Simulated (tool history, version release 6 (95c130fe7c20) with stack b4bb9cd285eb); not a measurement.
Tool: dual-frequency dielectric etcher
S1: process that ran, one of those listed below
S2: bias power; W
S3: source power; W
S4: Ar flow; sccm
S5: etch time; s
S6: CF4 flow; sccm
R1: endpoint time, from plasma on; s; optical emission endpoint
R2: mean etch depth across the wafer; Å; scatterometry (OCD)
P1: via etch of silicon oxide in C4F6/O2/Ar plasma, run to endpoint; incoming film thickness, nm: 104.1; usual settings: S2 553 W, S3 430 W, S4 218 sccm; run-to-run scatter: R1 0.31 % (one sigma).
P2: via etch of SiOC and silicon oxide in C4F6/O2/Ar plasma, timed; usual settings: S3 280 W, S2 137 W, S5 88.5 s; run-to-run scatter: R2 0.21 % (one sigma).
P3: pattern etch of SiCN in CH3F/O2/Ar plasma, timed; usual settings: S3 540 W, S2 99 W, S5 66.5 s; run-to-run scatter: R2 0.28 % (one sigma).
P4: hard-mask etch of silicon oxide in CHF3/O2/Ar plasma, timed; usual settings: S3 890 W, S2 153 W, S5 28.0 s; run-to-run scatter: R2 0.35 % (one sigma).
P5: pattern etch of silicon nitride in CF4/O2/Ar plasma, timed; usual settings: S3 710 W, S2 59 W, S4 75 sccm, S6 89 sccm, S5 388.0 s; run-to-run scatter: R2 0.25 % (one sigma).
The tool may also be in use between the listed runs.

run	hour	S1	S2	S3	S4	S5	S6	R1	R2
1	14.7	P1	553	430	218			20.303	
2	27.9	P3	134	540		66.5			350.55
3	42.1	P1	553	430	218			20.355	
4	56.1	P1	440	430	218			22.170	
5	69.6	P1	553	430	218			20.374	
6	84.5	P1	553	610	218			17.871	
7	97.0	P2	137	180		88.5			682.00
8	111.9	P5	59	710	75	388.0	89		10929.00
9	126.9	P1	412	430	150			21.824	
10	136.6	P1	553	430	218			20.340	
11	147.1	P1	553	260	258			25.109	
12	160.7	P2	137	280		67.0			611.90
# hour 172.6: Ar flow controller replaced
13	173.5	P4	192	890		28.0			658.49
14	181.0	P1	749	430	218			18.105	
15	193.6	P5	83	710	75	388.0	89		12455.00
16	205.2	P4	153	890		20.0			438.64
17	216.5	P4	153	890		28.0			611.47
18	228.3	P5	59	710	61	388.0	89		11187.00
19	236.8	P4	153	1170		28.0			681.98
20	248.5	P2	81	280		88.5			693.56
21	256.4	P5	59	710	75	229.0	89		6464.00
22	263.2	P5	59	420	75	388.0	89		6914.30
23	277.7	P1	553	430	175			19.972	
24	287.7	P5	59	710	75	388.0	89		10899.00
25	297.4	P1	553	320	218			22.681	
26	306.5	P1	553	430	218			20.457	
27	314.3	P3	99	400		66.5			281.15
28	323.8	P1	553	430	268			20.889	
29	336.7	P4	153	890		28.0			614.88
30	345.7	P3	99	540		66.5			314.37
31	357.7	P5	59	710	75	388.0	112		11190.00
32	369.2	P1	553	430	218			20.371	
33	378.2	P1	707	430	157			17.825	
34	387.9	P3	99	540		36.5			172.94
35	394.8	P2	137	280		88.5			810.82
36	402.5	P1	553	430	218			20.385	
37	412.2	P1	553	430	218			20.453	
38	421.0	P1	553	430	218			20.525	
39	433.1	P1	553	430	218			20.609	
40	447.2	P1	553	430	218			20.638	
# hour 452.7: wet clean of the chamber
41	455.0	P1	553	430	218			20.580	
42	463.1	P1	553	430	218			20.664	
# hour 476.8: Ar flow controller replaced
43	477.1	P1	553	430	218			20.705	
44	488.1	P1	553	430	218			20.838	
45	497.1	P1	553	430	218			20.874	
46	505.8	P1	553	430	218			20.695	

What P1 gives has crept away from where it was. These 2 causes fit the log equally well, each at the size given:
A: source power that arrives under what is set, % = 4.16
B: bias power that arrives under what is set, % = 4.06
The creep began at about hour 402.5.
Why every other cause is out:
chamber walls in a state that lowers the etch rate, %: serviced at hour 452.7, which brought nothing back
Ar flow that arrives over what is set, %: serviced at hour 476.8, which brought nothing back

4 check runs are offered, one wafer each, their results left as question marks. Which one tells the causes apart?
check 1	514.5	P5	72	600	75	388.0	89		?
check 2	514.5	P4	153	1120		28.0			?
check 3	514.5	P3	99	410		36.5			?
check 4	514.5	P2	85	190		88.5			?

What each check would give under each cause:
check	result	if A	if B
check 1	R2	9810.40	10017.00
check 2	R2	660.07	662.64
check 3	R2	153.43	153.45
check 4	R2	591.91	594.95
How far apart the two closest causes lie, in the result that separates them most: check 1 2.08 %; check 2 0.39 %; check 3 0.02 %; check 4 0.51 %
Check 1 tells the causes apart: in the others they would give nearly the same result.

Then check 1 was run and gave: R2 9776.30 Å. Which cause is it?

It is A: source power that arrives under what is set, %.
